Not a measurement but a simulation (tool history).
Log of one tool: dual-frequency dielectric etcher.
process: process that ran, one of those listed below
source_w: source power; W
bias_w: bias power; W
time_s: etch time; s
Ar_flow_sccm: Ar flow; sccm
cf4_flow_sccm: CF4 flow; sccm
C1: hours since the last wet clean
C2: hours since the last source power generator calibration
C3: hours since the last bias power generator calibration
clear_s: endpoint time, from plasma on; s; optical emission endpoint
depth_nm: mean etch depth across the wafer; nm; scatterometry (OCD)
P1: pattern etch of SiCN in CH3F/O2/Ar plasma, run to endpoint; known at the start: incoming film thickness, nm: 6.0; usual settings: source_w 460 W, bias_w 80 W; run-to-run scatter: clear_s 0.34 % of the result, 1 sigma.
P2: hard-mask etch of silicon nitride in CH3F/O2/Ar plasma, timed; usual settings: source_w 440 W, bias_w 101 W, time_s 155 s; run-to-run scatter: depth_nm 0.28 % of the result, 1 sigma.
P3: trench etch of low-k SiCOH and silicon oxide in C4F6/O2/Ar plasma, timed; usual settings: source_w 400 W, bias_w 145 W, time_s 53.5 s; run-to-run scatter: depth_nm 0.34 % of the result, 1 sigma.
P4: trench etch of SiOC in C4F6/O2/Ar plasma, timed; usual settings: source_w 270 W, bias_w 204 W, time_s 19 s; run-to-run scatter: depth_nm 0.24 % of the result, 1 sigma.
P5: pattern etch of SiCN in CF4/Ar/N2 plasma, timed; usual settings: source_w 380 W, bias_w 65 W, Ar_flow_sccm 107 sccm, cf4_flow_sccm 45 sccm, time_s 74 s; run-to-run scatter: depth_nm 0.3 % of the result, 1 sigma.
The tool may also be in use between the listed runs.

run 1 hour=9.1 | process=P1 source_w=460 bias_w=80 | C1=103 C2=1024.1 C3=2216.9 | clear_s=14.614
run 2 hour=25.3 | process=P1 source_w=370 bias_w=99 | C1=119.2 C2=1040.3 C3=2233.1 | clear_s=14.665
run 3 hour=35.9 | process=P4 source_w=270 bias_w=204 time_s=19 | C1=129.8 C2=1050.9 C3=2243.7 | depth_nm=34.86
run 4 hour=46.4 | process=P1 source_w=460 bias_w=107 | C1=140.3 C2=1061.4 C3=2254.2 | clear_s=13.127
run 5 hour=56.6 | process=P2 source_w=580 bias_w=101 time_s=155 | C1=150.5 C2=1071.6 C3=2264.4 | depth_nm=138.24
run 6 hour=65 | process=P2 source_w=440 bias_w=101 time_s=85 | C1=158.9 C2=1080 C3=2272.8 | depth_nm=68.2
run 7 hour=81.3 | process=P4 source_w=270 bias_w=204 time_s=19 | C1=175.2 C2=1096.3 C3=2289.1 | depth_nm=34.858
run 8 hour=97.3 | process=P3 source_w=400 bias_w=145 time_s=37.5 | C1=191.2 C2=1112.3 C3=2305.1 | depth_nm=118.28
run 9 hour=105 | process=P2 source_w=440 bias_w=101 time_s=155 | C1=198.9 C2=1120 C3=2312.8 | depth_nm=124.05
run 10 hour=113.8 | process=P3 source_w=480 bias_w=145 time_s=53.5 | C1=207.7 C2=1128.8 C3=2321.6 | depth_nm=181.63
run 11 hour=124.4 | process=P1 source_w=460 bias_w=55 | C1=218.3 C2=1139.4 C3=2332.2 | clear_s=16.62
run 12 hour=134 | process=P3 source_w=400 bias_w=145 time_s=53.5 | C1=227.9 C2=1149 C3=2341.8 | depth_nm=168.7
run 13 hour=147.9 | process=P5 source_w=380 bias_w=65 time_s=56.5 Ar_flow_sccm=107 cf4_flow_sccm=45 | C1=241.8 C2=1162.9 C3=2355.7 | depth_nm=37.095
run 14 hour=163.5 | process=P1 source_w=600 bias_w=80 | C1=257.4 C2=1178.5 C3=2371.3 | clear_s=13.233
run 15 hour=171.1 | process=P4 source_w=270 bias_w=204 time_s=27 | C1=265 C2=1186.1 C3=2378.9 | depth_nm=49.49
run 16 hour=182.4 | process=P1 source_w=460 bias_w=80 | C1=276.3 C2=1197.4 C3=2390.2 | clear_s=14.654
run 17 hour=193 | process=P5 source_w=380 bias_w=90 time_s=74 Ar_flow_sccm=107 cf4_flow_sccm=45 | C1=286.9 C2=1208 C3=2400.8 | depth_nm=54.637
run 18 hour=205.4 | process=P5 source_w=380 bias_w=65 time_s=74 Ar_flow_sccm=147 cf4_flow_sccm=45 | C1=299.3 C2=1220.4 C3=2413.2 | depth_nm=45.821
run 19 hour=222.6 | process=P5 source_w=380 bias_w=65 time_s=74 Ar_flow_sccm=107 cf4_flow_sccm=45 | C1=316.5 C2=1237.6 C3=2430.4 | depth_nm=48.341
run 20 hour=235.9 | process=P5 source_w=380 bias_w=65 time_s=74 Ar_flow_sccm=107 cf4_flow_sccm=62 | C1=329.8 C2=1250.9 C3=2443.7 | depth_nm=51.07
run 21 hour=250.1 | process=P3 source_w=400 bias_w=198 time_s=53.5 | C1=344 C2=1265.1 C3=2457.9 | depth_nm=186.81
run 22 hour=258.8 | process=P2 source_w=440 bias_w=127 time_s=155 | C1=352.7 C2=1273.8 C3=2466.6 | depth_nm=135.43
run 23 hour=271.3 | process=P4 source_w=380 bias_w=204 time_s=19 | C1=365.2 C2=1286.3 C3=2479.1 | depth_nm=39.866
run 24 hour=281.8 | process=P5 source_w=520 bias_w=65 time_s=74 Ar_flow_sccm=107 cf4_flow_sccm=45 | C1=375.7 C2=1296.8 C3=2489.6 | depth_nm=63.642
run 25 hour=297.3 | process=P4 source_w=270 bias_w=141 time_s=19 | C1=391.2 C2=1312.3 C3=2505.1 | depth_nm=30.914
run 26 hour=307 | process=P1 source_w=460 bias_w=80 | C1=400.9 C2=1322 C3=2514.8 | clear_s=14.569
run 27 hour=317.3 | process=P1 source_w=460 bias_w=80 | C1=411.2 C2=1332.3 C3=2525.1 | clear_s=14.578
run 28 hour=330.6 | process=P1 source_w=560 bias_w=101 | C1=424.5 C2=1345.6 C3=2538.4 | clear_s=12.512
run 29 hour=347.8 | process=P1 source_w=360 bias_w=80 | C1=441.7 C2=1362.8 C3=2555.6 | clear_s=15.887
run 30 hour=358.8 | process=P1 source_w=460 bias_w=80 | C1=452.7 C2=1373.8 C3=2566.6 | clear_s=14.574
run 31 hour=369.7 | process=P1 source_w=460 bias_w=80 | C1=463.6 C2=1384.7 C3=2577.5 | clear_s=14.747
run 32 hour=380.2 | process=P1 source_w=460 bias_w=80 | C1=474.1 C2=1395.2 C3=2588 | clear_s=14.757
run 33 hour=389.7 | process=P1 source_w=460 bias_w=80 | C1=483.6 C2=1404.7 C3=2597.5 | clear_s=14.835
run 34 hour=406.4 | process=P1 source_w=460 bias_w=80 | C1=500.3 C2=1421.4 C3=2614.2 | clear_s=14.842
-- hour=410.5 wet clean of the chamber
run 35 hour=415 | process=P1 source_w=460 bias_w=80 | C1=4.5 C2=1430 C3=2622.8 | clear_s=14.879
run 36 hour=430.6 | process=P1 source_w=460 bias_w=80 | C1=20.1 C2=1445.6 C3=2638.4 | clear_s=14.796
run 37 hour=438 | process=P1 source_w=460 bias_w=80 | C1=27.5 C2=1453 C3=2645.8 | clear_s=14.894

What P1 gives has crept away from where it was. These 2 causes fit the log equally well, each at the size given:
A: bias power that arrives under what is set, % = 4.6
B: source power that arrives under what is set, % = 4.38
The creep began at about hour 358.8.
Why every other cause is out:
chamber walls in a state that lowers the etch rate, %: serviced at hour 410.5, which brought nothing back

4 check runs are offered, one wafer each, their results left as question marks. Which one tells the causes apart?
run check 1 hour=445.4 | process=P4 source_w=270 bias_w=204 time_s=19 | depth_nm=?
run check 2 hour=445.4 | process=P3 source_w=400 bias_w=145 time_s=53.5 | depth_nm=?
run check 3 hour=445.4 | process=P2 source_w=440 bias_w=101 time_s=155 | depth_nm=?
run check 4 hour=445.4 | process=P5 source_w=380 bias_w=65 time_s=74 Ar_flow_sccm=107 cf4_flow_sccm=45 | depth_nm=?

What each check would give under each cause:
check=check_1 result=depth_nm if_A=34.398 if_B=34.347
check=check_2 result=depth_nm if_A=166.89 if_B=166.29
check=check_3 result=depth_nm if_A=122.28 if_B=122.34
check=check_4 result=depth_nm if_A=47.556 if_B=46.548
How far apart the two closest causes lie, in the result that separates them most: check 1 0.15 %; check 2 0.36 %; check 3 0.05 %; check 4 2.14 %
Check 4 tells the causes apart: in the others they would give nearly the same result.

Check 4 was then run and gave: depth_nm 46.412 nm. Which cause is it?

It is B: source power that arrives under what is set, %.
